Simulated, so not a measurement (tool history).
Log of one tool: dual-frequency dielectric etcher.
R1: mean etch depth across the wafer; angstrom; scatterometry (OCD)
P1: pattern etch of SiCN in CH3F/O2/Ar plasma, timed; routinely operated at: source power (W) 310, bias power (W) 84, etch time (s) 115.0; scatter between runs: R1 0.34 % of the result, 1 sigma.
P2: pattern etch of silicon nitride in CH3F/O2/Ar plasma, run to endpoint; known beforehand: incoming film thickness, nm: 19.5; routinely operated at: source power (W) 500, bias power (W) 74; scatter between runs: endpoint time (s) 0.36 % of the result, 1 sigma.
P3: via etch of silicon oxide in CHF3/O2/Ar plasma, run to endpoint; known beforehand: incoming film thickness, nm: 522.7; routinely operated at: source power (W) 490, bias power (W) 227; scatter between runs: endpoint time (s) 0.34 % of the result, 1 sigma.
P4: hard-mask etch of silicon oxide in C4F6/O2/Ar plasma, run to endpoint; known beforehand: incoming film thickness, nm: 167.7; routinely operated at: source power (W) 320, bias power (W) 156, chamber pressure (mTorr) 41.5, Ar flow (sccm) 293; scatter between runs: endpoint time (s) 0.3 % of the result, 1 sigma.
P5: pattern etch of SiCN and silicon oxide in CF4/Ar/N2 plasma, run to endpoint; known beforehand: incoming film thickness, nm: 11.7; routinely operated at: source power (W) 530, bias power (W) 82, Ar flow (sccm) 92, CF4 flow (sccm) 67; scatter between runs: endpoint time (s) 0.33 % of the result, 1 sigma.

Run 1, hour 5.2: process that ran P1, source power (W) 310, bias power (W) 84, etch time (s) 115.0. Result: R1 431.34 angstrom.
Run 2, hour 10.7: process that ran P1, source power (W) 310, bias power (W) 101, etch time (s) 75.5. Result: R1 303.88 angstrom.
Run 3, hour 15.3: process that ran P1, source power (W) 310, bias power (W) 84, etch time (s) 63.5. Result: R1 237.43 angstrom.
Run 4, hour 20.0: process that ran P4, source power (W) 320, bias power (W) 107, chamber pressure (mTorr) 41.5, Ar flow (sccm) 293. Result: endpoint time (s) 70.9930.
Run 5, hour 26.9: process that ran P5, source power (W) 530, bias power (W) 82, Ar flow (sccm) 92, CF4 flow (sccm) 67. Result: endpoint time (s) 10.8290.
Run 6, hour 35.3: process that ran P2, source power (W) 500, bias power (W) 53. Result: endpoint time (s) 27.9800.
Run 7, hour 43.8: process that ran P5, source power (W) 530, bias power (W) 82, Ar flow (sccm) 92, CF4 flow (sccm) 67. Result: endpoint time (s) 10.7530.
Run 8, hour 52.8: process that ran P5, source power (W) 710, bias power (W) 82, Ar flow (sccm) 92, CF4 flow (sccm) 67. Result: endpoint time (s) 8.2912.
Run 9, hour 57.4: process that ran P4, source power (W) 320, bias power (W) 156, chamber pressure (mTorr) 41.5, Ar flow (sccm) 293. Result: endpoint time (s) 63.2070.
Run 10, hour 63.5: process that ran P5, source power (W) 530, bias power (W) 82, Ar flow (sccm) 118, CF4 flow (sccm) 67. Result: endpoint time (s) 11.2060.
Run 11, hour 69.2: process that ran P4, source power (W) 320, bias power (W) 156, chamber pressure (mTorr) 30.5, Ar flow (sccm) 293. Result: endpoint time (s) 61.1590.
Run 12, hour 74.8: process that ran P1, source power (W) 310, bias power (W) 66, etch time (s) 115.0. Result: R1 395.87 angstrom.
Run 13, hour 80.9: process that ran P3, source power (W) 490, bias power (W) 227. Result: endpoint time (s) 263.9700.
Run 14, hour 85.6: process that ran P1, source power (W) 310, bias power (W) 84, etch time (s) 115.0. Result: R1 429.78 angstrom.
Run 15, hour 90.9: process that ran P4, source power (W) 320, bias power (W) 156, chamber pressure (mTorr) 41.5, Ar flow (sccm) 198. Result: endpoint time (s) 60.5090.
Run 16, hour 95.8: process that ran P1, source power (W) 310, bias power (W) 116, etch time (s) 115.0. Result: R1 485.00 angstrom.
Run 17, hour 103.2: process that ran P2, source power (W) 700, bias power (W) 74. Result: endpoint time (s) 22.1530.
Run 18, hour 109.0: process that ran P2, source power (W) 500, bias power (W) 74. Result: endpoint time (s) 25.3600.
Run 19, hour 115.1: process that ran P1, source power (W) 310, bias power (W) 84, etch time (s) 115.0. Result: R1 434.32 angstrom.
Run 20, hour 123.9: process that ran P2, source power (W) 500, bias power (W) 74. Result: endpoint time (s) 25.1570.
Run 21, hour 131.9: process that ran P1, source power (W) 210, bias power (W) 84, etch time (s) 115.0. Result: R1 373.27 angstrom.
Run 22, hour 139.0: process that ran P1, source power (W) 310, bias power (W) 84, etch time (s) 157.0. Result: R1 585.45 angstrom.
Run 23, hour 144.0: process that ran P4, source power (W) 320, bias power (W) 156, chamber pressure (mTorr) 41.5, Ar flow (sccm) 293. Result: endpoint time (s) 63.6190.
Run 24, hour 150.0: process that ran P3, source power (W) 630, bias power (W) 227. Result: endpoint time (s) 241.2200.
Run 25, hour 158.8: process that ran P1, source power (W) 430, bias power (W) 84, etch time (s) 144.5. Result: R1 614.32 angstrom.
Run 26, hour 166.2: process that ran P5, source power (W) 530, bias power (W) 82, Ar flow (sccm) 92, CF4 flow (sccm) 90. Result: endpoint time (s) 10.3230.
Run 27, hour 174.9: process that ran P3, source power (W) 490, bias power (W) 227. Result: endpoint time (s) 265.2000.
Run 28, hour 183.0: process that ran P1, source power (W) 410, bias power (W) 84, etch time (s) 115.0. Result: R1 479.73 angstrom.
Run 29, hour 187.4: process that ran P1, source power (W) 310, bias power (W) 84, etch time (s) 115.0. Result: R1 431.05 angstrom.
Run 30, hour 196.3: process that ran P5, source power (W) 530, bias power (W) 101, Ar flow (sccm) 92, CF4 flow (sccm) 67. Result: endpoint time (s) 10.0330.
Run 31, hour 204.6: process that ran P4, source power (W) 400, bias power (W) 156, chamber pressure (mTorr) 41.5, Ar flow (sccm) 293. Result: endpoint time (s) 58.1690.
Run 32, hour 213.0: process that ran P1, source power (W) 310, bias power (W) 84, etch time (s) 115.0. Result: R1 432.26 angstrom.
Run 33, hour 221.0: process that ran P3, source power (W) 490, bias power (W) 136. Result: endpoint time (s) 312.8600.
Run 34, hour 227.3: process that ran P1, source power (W) 310, bias power (W) 84, etch time (s) 115.0. Result: R1 430.48 angstrom.
Run 35, hour 232.2: process that ran P1, source power (W) 310, bias power (W) 84, etch time (s) 115.0. Result: R1 430.67 angstrom.
Run 36, hour 241.0: process that ran P1, source power (W) 310, bias power (W) 84, etch time (s) 115.0. Result: R1 426.32 angstrom.
Run 37, hour 245.7: process that ran P1, source power (W) 310, bias power (W) 84, etch time (s) 115.0. Result: R1 424.20 angstrom.
At hour 252.8: wet clean of the chamber.
Run 38, hour 254.7: process that ran P1, source power (W) 310, bias power (W) 84, etch time (s) 115.0. Result: R1 428.15 angstrom.
Run 39, hour 260.2: process that ran P1, source power (W) 310, bias power (W) 84, etch time (s) 115.0. Result: R1 428.18 angstrom.
Run 40, hour 265.4: process that ran P1, source power (W) 310, bias power (W) 84, etch time (s) 115.0. Result: R1 423.61 angstrom.
Run 41, hour 273.1: process that ran P1, source power (W) 310, bias power (W) 84, etch time (s) 115.0. Result: R1 425.67 angstrom.

The output of P1 has drifted from where it used to be. Each of the 2 causes below, taken at the size shown beside it, accounts for the log equally well:
A: bias power that arrives under what is set, % = 4.49
B: source power that arrives under what is set, % = 4.48
The onset of the drift is placed at about hour 227.3.
The rest of the possible causes, and what rules out each one:
chamber walls in a state that lowers the etch rate, %: maintenance at hour 252.8, after the shift began, did not return the process to its former output

Of the 4 check runs listed below, each run on one wafer and each result written as a question mark, which would let you distinguish the listed causes because they would give clearly different results?
Run check 1, hour 280.8: process that ran P2, source power (W) 690, bias power (W) 74. Result: endpoint time (s) ?.
Run check 2, hour 280.8: process that ran P4, source power (W) 320, bias power (W) 156, chamber pressure (mTorr) 33.0, Ar flow (sccm) 293. Result: endpoint time (s) ?.
Run check 3, hour 280.8: process that ran P3, source power (W) 600, bias power (W) 136. Result: endpoint time (s) ?.
Run check 4, hour 280.8: process that ran P5, source power (W) 530, bias power (W) 82, Ar flow (sccm) 92, CF4 flow (sccm) 84. Result: endpoint time (s) ?.

If the cause were each of the candidates in turn, the checks would give the following:
  check             result      if A      if B
check 1  endpoint time (s)   22.6590   22.7160
check 2  endpoint time (s)   62.6840   62.9150
check 3  endpoint time (s)  295.1500  296.1400
check 4  endpoint time (s)   10.6000   10.8740
Minimum pairwise separation of causes per check, each pair taken at its best-separating result: check 1 0.25 %; check 2 0.37 %; check 3 0.34 %; check 4 2.55 %
Of the check runs offered, only check 4 discriminates between the causes; the rest would read about the same regardless of which cause applies.

With check 4 done, the readings were: endpoint time (s) 10.9220. Identify which of the listed causes applies.

It is B: source power that arrives under what is set, %.
